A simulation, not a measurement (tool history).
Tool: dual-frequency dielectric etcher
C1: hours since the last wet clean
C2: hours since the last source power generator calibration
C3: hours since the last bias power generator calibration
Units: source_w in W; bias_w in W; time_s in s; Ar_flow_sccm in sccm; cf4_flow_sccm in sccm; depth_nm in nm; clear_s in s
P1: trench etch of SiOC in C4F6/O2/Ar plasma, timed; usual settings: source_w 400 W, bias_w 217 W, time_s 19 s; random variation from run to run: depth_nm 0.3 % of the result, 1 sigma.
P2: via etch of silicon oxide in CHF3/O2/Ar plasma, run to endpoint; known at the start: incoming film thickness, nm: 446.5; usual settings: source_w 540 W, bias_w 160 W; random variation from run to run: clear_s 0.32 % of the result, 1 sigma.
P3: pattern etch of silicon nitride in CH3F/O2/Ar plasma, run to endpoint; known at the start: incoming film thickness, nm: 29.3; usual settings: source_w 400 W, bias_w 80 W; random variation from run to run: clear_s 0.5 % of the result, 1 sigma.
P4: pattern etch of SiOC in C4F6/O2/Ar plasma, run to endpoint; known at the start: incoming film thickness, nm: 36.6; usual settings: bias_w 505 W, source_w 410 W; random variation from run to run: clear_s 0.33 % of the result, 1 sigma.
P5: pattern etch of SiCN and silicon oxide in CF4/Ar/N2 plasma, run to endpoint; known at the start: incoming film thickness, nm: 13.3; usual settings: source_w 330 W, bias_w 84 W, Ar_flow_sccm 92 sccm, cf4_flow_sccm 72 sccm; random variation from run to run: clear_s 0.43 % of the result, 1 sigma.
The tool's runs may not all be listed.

{"run": 1, "day": 0.454, "process": "P1", "source_w": 400, "bias_w": 217, "time_s": 19, "C1": 302.1, "C2": 2539.5, "C3": 321.6, "depth_nm": 42.328}
{"run": 2, "day": 0.925, "process": "P1", "source_w": 500, "bias_w": 217, "time_s": 19, "C1": 313.4, "C2": 2550.8, "C3": 332.9, "depth_nm": 46.324}
{"run": 3, "day": 1.5, "process": "P1", "source_w": 270, "bias_w": 217, "time_s": 19, "C1": 327.2, "C2": 2564.6, "C3": 346.7, "depth_nm": 36.552}
{"run": 4, "day": 1.8, "process": "P1", "source_w": 400, "bias_w": 217, "time_s": 19, "C1": 334.4, "C2": 2571.8, "C3": 353.9, "depth_nm": 42.398}
{"run": 5, "day": 2.096, "process": "P4", "source_w": 550, "bias_w": 505, "C1": 341.5, "C2": 2578.9, "C3": 361, "clear_s": 10.757}
{"run": 6, "day": 2.462, "process": "P1", "source_w": 400, "bias_w": 217, "time_s": 26.5, "C1": 350.3, "C2": 2587.7, "C3": 369.8, "depth_nm": 59.066}
{"run": 7, "day": 2.933, "process": "P5", "source_w": 330, "bias_w": 84, "Ar_flow_sccm": 92, "cf4_flow_sccm": 42, "C1": 361.6, "C2": 2599, "C3": 381.1, "clear_s": 20.512}
{"run": 8, "day": 3.458, "process": "P5", "source_w": 220, "bias_w": 84, "Ar_flow_sccm": 92, "cf4_flow_sccm": 72, "C1": 374.2, "C2": 2611.6, "C3": 393.7, "clear_s": 27.156}
{"run": 9, "day": 3.971, "process": "P3", "source_w": 400, "bias_w": 80, "C1": 386.5, "C2": 2623.9, "C3": 406, "clear_s": 39.752}
{"run": 10, "day": 4.542, "process": "P3", "source_w": 400, "bias_w": 100, "C1": 400.2, "C2": 2637.6, "C3": 419.7, "clear_s": 36.794}
{"day": 4.679, "done": "wet clean of the chamber"}
{"run": 11, "day": 4.838, "process": "P1", "source_w": 400, "bias_w": 274, "time_s": 19, "C1": 3.9, "C2": 2644.7, "C3": 426.8, "depth_nm": 45.768}
{"run": 12, "day": 5.296, "process": "P2", "source_w": 710, "bias_w": 160, "C1": 14.9, "C2": 2655.7, "C3": 437.8, "clear_s": 221.22}
{"run": 13, "day": 5.596, "process": "P2", "source_w": 540, "bias_w": 160, "C1": 22.1, "C2": 2662.9, "C3": 445, "clear_s": 245.77}
{"run": 14, "day": 5.867, "process": "P4", "source_w": 410, "bias_w": 505, "C1": 28.6, "C2": 2669.4, "C3": 451.5, "clear_s": 12.048}
{"run": 15, "day": 6.379, "process": "P1", "source_w": 400, "bias_w": 217, "time_s": 19, "C1": 40.9, "C2": 2681.7, "C3": 463.8, "depth_nm": 42.53}
{"run": 16, "day": 6.917, "process": "P1", "source_w": 400, "bias_w": 217, "time_s": 19, "C1": 53.8, "C2": 2694.6, "C3": 476.7, "depth_nm": 42.746}
{"run": 17, "day": 7.229, "process": "P2", "source_w": 540, "bias_w": 115, "C1": 61.3, "C2": 2702.1, "C3": 484.2, "clear_s": 271.27}
{"run": 18, "day": 7.779, "process": "P4", "source_w": 410, "bias_w": 505, "C1": 74.5, "C2": 2715.3, "C3": 497.4, "clear_s": 12.07}
{"run": 19, "day": 8.25, "process": "P5", "source_w": 330, "bias_w": 84, "Ar_flow_sccm": 56, "cf4_flow_sccm": 72, "C1": 85.8, "C2": 2726.6, "C3": 508.7, "clear_s": 17.952}
{"run": 20, "day": 8.817, "process": "P1", "source_w": 400, "bias_w": 171, "time_s": 23.5, "C1": 99.4, "C2": 2740.2, "C3": 522.3, "depth_nm": 48.439}
{"run": 21, "day": 9.15, "process": "P1", "source_w": 320, "bias_w": 217, "time_s": 14, "C1": 107.4, "C2": 2748.2, "C3": 530.3, "depth_nm": 28.601}
{"run": 22, "day": 9.412, "process": "P3", "source_w": 300, "bias_w": 80, "C1": 113.7, "C2": 2754.5, "C3": 536.6, "clear_s": 44.329}
{"run": 23, "day": 9.846, "process": "P5", "source_w": 330, "bias_w": 84, "Ar_flow_sccm": 92, "cf4_flow_sccm": 72, "C1": 124.1, "C2": 2764.9, "C3": 547, "clear_s": 19.017}
{"run": 24, "day": 10.1, "process": "P1", "source_w": 400, "bias_w": 217, "time_s": 19, "C1": 130.2, "C2": 2771, "C3": 553.1, "depth_nm": 42.511}
{"run": 25, "day": 10.467, "process": "P4", "source_w": 410, "bias_w": 303, "C1": 139, "C2": 2779.8, "C3": 561.9, "clear_s": 14.47}
{"run": 26, "day": 10.862, "process": "P1", "source_w": 400, "bias_w": 217, "time_s": 19, "C1": 148.5, "C2": 2789.3, "C3": 571.4, "depth_nm": 42.544}
{"run": 27, "day": 11.212, "process": "P5", "source_w": 330, "bias_w": 49, "Ar_flow_sccm": 92, "cf4_flow_sccm": 72, "C1": 156.9, "C2": 2797.7, "C3": 579.8, "clear_s": 22.658}
{"run": 28, "day": 11.604, "process": "P1", "source_w": 400, "bias_w": 217, "time_s": 19, "C1": 166.3, "C2": 2807.1, "C3": 589.2, "depth_nm": 42.475}
{"run": 29, "day": 12.117, "process": "P1", "source_w": 400, "bias_w": 164, "time_s": 19, "C1": 178.6, "C2": 2819.4, "C3": 601.5, "depth_nm": 38.696}
{"run": 30, "day": 12.396, "process": "P1", "source_w": 400, "bias_w": 217, "time_s": 10.5, "C1": 185.3, "C2": 2826.1, "C3": 608.2, "depth_nm": 23.345}
{"run": 31, "day": 12.758, "process": "P2", "source_w": 540, "bias_w": 160, "C1": 194, "C2": 2834.8, "C3": 616.9, "clear_s": 244.61}
{"run": 32, "day": 13.1, "process": "P1", "source_w": 400, "bias_w": 217, "time_s": 19, "C1": 202.2, "C2": 2843, "C3": 625.1, "depth_nm": 42.432}
{"run": 33, "day": 13.546, "process": "P1", "source_w": 400, "bias_w": 217, "time_s": 19, "C1": 212.9, "C2": 2853.7, "C3": 635.8, "depth_nm": 42.32}
{"run": 34, "day": 14.0, "process": "P1", "source_w": 400, "bias_w": 217, "time_s": 19, "C1": 223.8, "C2": 2864.6, "C3": 646.7, "depth_nm": 42.1}
{"run": 35, "day": 14.371, "process": "P1", "source_w": 400, "bias_w": 217, "time_s": 19, "C1": 232.7, "C2": 2873.5, "C3": 655.6, "depth_nm": 41.78}
{"run": 36, "day": 14.908, "process": "P1", "source_w": 400, "bias_w": 217, "time_s": 19, "C1": 245.6, "C2": 2886.4, "C3": 668.5, "depth_nm": 41.812}
{"day": 15.392, "done": "wet clean of the chamber"}
{"run": 37, "day": 15.479, "process": "P1", "source_w": 400, "bias_w": 217, "time_s": 19, "C1": 2.1, "C2": 2900.1, "C3": 682.2, "depth_nm": 41.743}
{"run": 38, "day": 15.783, "process": "P1", "source_w": 400, "bias_w": 217, "time_s": 19, "C1": 9.4, "C2": 2907.4, "C3": 689.5, "depth_nm": 41.866}
{"run": 39, "day": 16.146, "process": "P1", "source_w": 400, "bias_w": 217, "time_s": 19, "C1": 18.1, "C2": 2916.1, "C3": 698.2, "depth_nm": 41.949}
{"run": 40, "day": 16.546, "process": "P1", "source_w": 400, "bias_w": 217, "time_s": 19, "C1": 27.7, "C2": 2925.7, "C3": 707.8, "depth_nm": 41.825}
{"run": 41, "day": 16.858, "process": "P1", "source_w": 400, "bias_w": 217, "time_s": 19, "C1": 35.2, "C2": 2933.2, "C3": 715.3, "depth_nm": 41.615}
{"run": 42, "day": 17.125, "process": "P1", "source_w": 400, "bias_w": 217, "time_s": 19, "C1": 41.6, "C2": 2939.6, "C3": 721.7, "depth_nm": 41.886}

What P1 gives has crept away from where it was. These 2 causes fit the log equally well, each at the size given:
A: source power that arrives under what is set, % = 4.07
B: bias power that arrives under what is set, % = 4.77
The creep began at about day 13.1.
Why every other cause is out:
chamber walls in a state that lowers the etch rate, %: serviced at day 15.392, which brought nothing back

4 check runs are offered, each on 2 wafers whose results are averaged, their results left as question marks. Which one tells the causes apart?
{"run": "check 1", "day": 17.392, "process": "P2", "source_w": 660, "bias_w": 137, "clear_s": "?"}
{"run": "check 2", "day": 17.392, "process": "P3", "source_w": 400, "bias_w": 99, "clear_s": "?"}
{"run": "check 3", "day": 17.392, "process": "P5", "source_w": 330, "bias_w": 56, "Ar_flow_sccm": 65, "cf4_flow_sccm": 72, "clear_s": "?"}
{"run": "check 4", "day": 17.392, "process": "P4", "source_w": 410, "bias_w": 342, "clear_s": "?"}

What each check would give under each cause:
check=check_1 result=clear_s if_A=241.47 if_B=241.26
check=check_2 result=clear_s if_A=37.601 if_B=37.689
check=check_3 result=clear_s if_A=21.55 if_B=21.076
check=check_4 result=clear_s if_A=14.072 if_B=14.093
How far apart the two closest causes lie, in the result that separates them most: check 1 0.09 %; check 2 0.24 %; check 3 2.23 %; check 4 0.15 %
Check 3 tells the causes apart: in the others they would give nearly the same result.

Then check 3 was run and gave: clear_s 20.952 s. Which cause is it?

It is B: bias power that arrives under what is set, %.
